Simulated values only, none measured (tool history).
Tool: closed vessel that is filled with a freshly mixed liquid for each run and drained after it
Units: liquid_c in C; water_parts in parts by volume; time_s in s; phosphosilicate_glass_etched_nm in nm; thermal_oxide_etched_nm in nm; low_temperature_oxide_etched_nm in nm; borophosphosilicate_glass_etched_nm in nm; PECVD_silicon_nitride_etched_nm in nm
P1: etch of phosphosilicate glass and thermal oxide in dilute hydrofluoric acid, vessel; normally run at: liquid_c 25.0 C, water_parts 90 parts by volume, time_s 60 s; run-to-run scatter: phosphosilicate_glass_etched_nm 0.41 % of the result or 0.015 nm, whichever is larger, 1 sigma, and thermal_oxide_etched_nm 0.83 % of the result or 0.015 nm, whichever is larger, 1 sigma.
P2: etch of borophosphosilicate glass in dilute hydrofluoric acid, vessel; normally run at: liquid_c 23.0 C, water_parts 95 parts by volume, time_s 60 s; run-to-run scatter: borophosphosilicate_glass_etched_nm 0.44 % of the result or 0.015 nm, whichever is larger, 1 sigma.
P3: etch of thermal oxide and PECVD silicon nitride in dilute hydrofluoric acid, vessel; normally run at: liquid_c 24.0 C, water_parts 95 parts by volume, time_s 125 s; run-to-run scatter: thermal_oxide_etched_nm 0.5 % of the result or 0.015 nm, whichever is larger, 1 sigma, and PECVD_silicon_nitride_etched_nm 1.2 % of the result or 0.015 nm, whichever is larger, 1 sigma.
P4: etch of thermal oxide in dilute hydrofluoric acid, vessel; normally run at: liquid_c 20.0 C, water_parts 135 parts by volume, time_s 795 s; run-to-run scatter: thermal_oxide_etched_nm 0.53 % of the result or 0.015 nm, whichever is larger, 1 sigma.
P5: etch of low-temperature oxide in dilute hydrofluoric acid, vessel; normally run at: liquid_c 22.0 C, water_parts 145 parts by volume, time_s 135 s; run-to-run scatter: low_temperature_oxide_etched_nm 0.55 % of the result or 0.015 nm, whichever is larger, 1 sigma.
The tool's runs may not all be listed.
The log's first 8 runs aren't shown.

run     day  process  liquid_c  water_parts  time_s  phosphosilicate_glass_etched_nm  thermal_oxide_etched_nm  low_temperature_oxide_etched_nm  borophosphosilicate_glass_etched_nm  PECVD_silicon_nitride_etched_nm
  9   4.000       P4      20.0          135     795                                                   24.2130
 10   4.554       P3      24.0           95     250                                                   11.7930                                                                                                 4.5117
 11   5.071       P1      25.0           90      60                          143.560                   3.3622
 12   5.504       P1      29.5           20      60                          858.490                  19.3930
 13   5.908       P1      32.0           90      60                          188.930                   4.3269
 14   6.508       P4      20.0           20     795                                                  186.7300
 15   6.925       P1      25.0          120     105                          181.560                   4.1508
 16   7.512       P2      23.0          150      60                                                                                                                          12.960
 17   7.975       P3      28.0           95     125                                                    6.8851                                                                                                 2.9385
 18   8.462       P1      25.0           90     110                          264.220                   6.0031
 19   8.908       P2      23.0           95      60                                                                                                                          21.796
 20   9.217       P1      25.0           90      60                          144.170                   3.2772
 21   9.792       P1      20.5           90      60                          120.130                   2.7769
 22  10.333       P1      25.0           90      60                          143.850                   3.3053
 23  10.796       P3      24.0           45     125                                                   13.2590                                                                                                 4.8126
 24  11.179       P5      22.0          145     135                                                                                     19.555
 25  11.458       P5      22.0          145     255                                                                                     36.613
 26  11.896       P4      20.0          135     795                                                   24.2100
 27  12.279       P5      22.0          250     135                                                                                     10.271
 28  12.667       P2      30.0           95      60                                                                                                                          28.456

Forecast run 29:
 29  13.112       P4      28.0          135     795                                                         ?

thermal_oxide_etched_nm: 33.0080 nm

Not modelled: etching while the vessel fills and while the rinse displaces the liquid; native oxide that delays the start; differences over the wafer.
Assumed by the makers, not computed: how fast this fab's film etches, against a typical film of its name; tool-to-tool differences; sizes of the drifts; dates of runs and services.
